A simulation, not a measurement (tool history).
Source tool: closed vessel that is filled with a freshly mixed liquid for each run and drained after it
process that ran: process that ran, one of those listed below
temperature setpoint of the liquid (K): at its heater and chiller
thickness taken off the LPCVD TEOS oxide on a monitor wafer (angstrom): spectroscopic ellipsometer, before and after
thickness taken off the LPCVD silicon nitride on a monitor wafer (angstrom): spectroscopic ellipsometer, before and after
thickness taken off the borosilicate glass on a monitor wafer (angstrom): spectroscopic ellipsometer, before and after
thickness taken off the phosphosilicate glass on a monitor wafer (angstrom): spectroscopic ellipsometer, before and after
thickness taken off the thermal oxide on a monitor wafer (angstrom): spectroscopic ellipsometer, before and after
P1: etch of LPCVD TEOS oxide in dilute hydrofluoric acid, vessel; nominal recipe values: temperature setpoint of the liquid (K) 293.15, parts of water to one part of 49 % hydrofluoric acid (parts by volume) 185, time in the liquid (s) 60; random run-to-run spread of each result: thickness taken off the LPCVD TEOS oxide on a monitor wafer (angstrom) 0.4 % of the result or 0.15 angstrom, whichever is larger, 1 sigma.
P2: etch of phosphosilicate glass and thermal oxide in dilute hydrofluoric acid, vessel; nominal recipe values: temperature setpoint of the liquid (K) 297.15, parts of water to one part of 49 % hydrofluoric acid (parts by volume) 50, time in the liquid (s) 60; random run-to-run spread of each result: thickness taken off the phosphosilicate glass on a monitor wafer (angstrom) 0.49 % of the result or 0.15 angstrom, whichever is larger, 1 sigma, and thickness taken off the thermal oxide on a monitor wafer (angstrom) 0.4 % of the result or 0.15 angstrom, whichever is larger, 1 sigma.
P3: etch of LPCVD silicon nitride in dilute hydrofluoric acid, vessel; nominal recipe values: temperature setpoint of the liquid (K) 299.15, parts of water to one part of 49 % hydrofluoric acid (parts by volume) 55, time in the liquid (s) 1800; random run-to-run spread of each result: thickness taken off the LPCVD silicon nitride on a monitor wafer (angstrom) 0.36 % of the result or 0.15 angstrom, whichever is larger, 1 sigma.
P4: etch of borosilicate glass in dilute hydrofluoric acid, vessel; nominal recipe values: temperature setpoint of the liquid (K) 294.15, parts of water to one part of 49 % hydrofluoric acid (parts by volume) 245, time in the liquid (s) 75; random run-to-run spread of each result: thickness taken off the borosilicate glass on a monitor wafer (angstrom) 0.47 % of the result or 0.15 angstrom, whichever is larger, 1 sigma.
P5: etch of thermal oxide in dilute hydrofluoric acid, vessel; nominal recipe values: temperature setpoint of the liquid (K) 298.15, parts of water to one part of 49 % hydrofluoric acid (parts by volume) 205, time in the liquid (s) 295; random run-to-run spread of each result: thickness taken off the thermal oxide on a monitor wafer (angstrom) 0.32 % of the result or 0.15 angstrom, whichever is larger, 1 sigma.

run,hour,process that ran,temperature setpoint of the liquid (K),parts of water to one part of 49 % hydrofluoric acid (parts by volume),time in the liquid (s),hours since the thermometer was replaced,hours since the hydrofluoric acid flow meter was replaced,thickness taken off the LPCVD TEOS oxide on a monitor wafer (angstrom),thickness taken off the LPCVD silicon nitride on a monitor wafer (angstrom),thickness taken off the borosilicate glass on a monitor wafer (angstrom),thickness taken off the phosphosilicate glass on a monitor wafer (angstrom),thickness taken off the thermal oxide on a monitor wafer (angstrom)
1,5.3,P1,293.15,185,60,192.3,101.9,89.568,,,,
2,10.7,P1,293.15,185,30,197.7,107.3,44.111,,,,
3,15.4,P3,299.15,105,1800,202.4,112,,90.834,,,
4,21.5,P1,290.15,185,60,208.5,118.1,79.296,,,,
5,28.1,P3,291.15,55,1800,215.1,124.7,,99.776,,,
6,33.2,P1,293.15,185,60,220.2,129.8,88.79,,,,
7,38.4,P4,294.15,245,75,225.4,135,,,85.616,,
8,45.8,P4,294.15,430,75,232.8,142.4,,,41.53,,
9,51.4,P2,297.15,20,60,238.4,148,,,,4846.6,161.66
10,59,P5,298.15,365,295,246,155.6,,,,,30.379
11,63.7,P3,299.15,55,1800,250.7,160.3,,172.89,,,
12,67.3,P4,299.15,245,75,254.3,163.9,,,102.86,,
13,73.3,P1,293.15,185,60,260.3,169.9,89.438,,,,
14,76.8,P1,300.15,185,60,263.8,173.4,116.45,,,,
15,83.2,P2,297.15,50,60,270.2,179.8,,,,1844.9,61.399
16,90.7,P1,297.15,250,60,277.7,187.3,71.727,,,,
17,98.3,P4,294.15,245,115,285.3,194.9,,,131.81,,
18,104.4,P2,297.15,50,30,291.4,201,,,,924.28,30.924
19,108.9,P1,290.15,185,85,295.9,205.5,112.34,,,,
20,116.1,P2,297.15,50,60,303.1,212.7,,,,1851,61.644
21,120.5,P1,293.15,185,60,307.5,217.1,89.375,,,,
22,127.1,P3,299.15,55,3120,314.1,223.7,,298.82,,,
23,132,P1,293.15,185,60,319,228.6,88.58,,,,
24,139.4,P4,294.15,245,75,326.4,236,,,85.662,,
25,144.9,P5,298.15,205,295,331.9,241.5,,,,,63.503
26,148.7,P1,293.15,335,60,335.7,245.3,42.765,,,,
27,156.1,P1,293.15,40,60,343.1,252.7,482.06,,,,
28,160.8,P1,293.15,185,60,347.8,257.4,89.008,,,,
29,167.7,P1,293.15,185,90,354.7,264.3,134.02,,,,
30,175.5,P5,298.15,205,90,362.5,272.1,,,,,19.235
31,179,P2,290.15,50,60,366,275.6,,,,1378.8,46.056
32,182.3,P1,290.15,185,80,369.3,278.9,105.86,,,,
33,188,P5,290.65,205,295,375,284.6,,,,,47.431
34,195.9,P5,298.15,205,295,382.9,292.5,,,,,63.087
35,203.1,P3,299.15,55,1800,390.1,299.7,,171.73,,,
36,210.7,P1,293.15,185,60,397.7,307.3,88.938,,,,
37,217.5,P1,293.15,185,60,404.5,314.1,90.905,,,,
38,225.4,P1,293.15,185,60,412.4,322,93.023,,,,
39,232.7,P1,293.15,185,60,419.7,329.3,93.73,,,,
40,238.8,P1,293.15,185,60,425.8,335.4,93.57,,,,
41,242.3,P1,293.15,185,60,429.3,338.9,94.026,,,,
42,249.8,P1,293.15,185,60,436.8,346.4,94.193,,,,
43,255.9,P1,293.15,185,60,442.9,352.5,94.11,,,,
44,259.5,P1,293.15,185,60,446.5,356.1,94.417,,,,
45,265,P1,293.15,185,60,452,361.6,94.239,,,,

What P1 gives has crept away from where it was. These 2 causes fit the log equally well, each at the size given:
A: hydrofluoric acid flow above the setpoint (%) = 4.68
B: liquid hotter than its thermometer reads (K) = 1.4
At approximately hour 210.7, the process output began to creep.

Below are 4 check runs, each on a single wafer, with their results shown as question marks. Which of them would tell the listed causes apart, meaning the causes would give clearly different results under it?
check 1,270.5,P2,292.15,50,30,,,,,,?,?
check 2,270.5,P3,292.65,55,1800,,,,?,,,
check 3,270.5,P5,291.65,205,295,,,,,,,?
check 4,270.5,P4,294.15,405,75,,,,,?,,

Check results expected under each cause:
check,result,if A,if B
check 1,thickness taken off the phosphosilicate glass on a monitor wafer (angstrom),787.64,796.46
check 1,thickness taken off the thermal oxide on a monitor wafer (angstrom),26.22,26.514
check 2,thickness taken off the LPCVD silicon nitride on a monitor wafer (angstrom),115.88,122.12
check 3,thickness taken off the thermal oxide on a monitor wafer (angstrom),52.256,52.252
check 4,thickness taken off the borosilicate glass on a monitor wafer (angstrom),47.744,47.093
How far apart the two closest causes lie, in the result that separates them most: check 1 1.11 %; check 2 5.24 %; check 3 0.01 %; check 4 1.37 %
Of the check runs offered, only check 2 discriminates between the causes; the rest would read about the same regardless of which cause applies.

Check 2 was carried out, with these results: thickness taken off the LPCVD silicon nitride on a monitor wafer (angstrom) 121.78. Which of the listed causes is responsible?

B is the cause: liquid hotter than its thermometer reads (K).
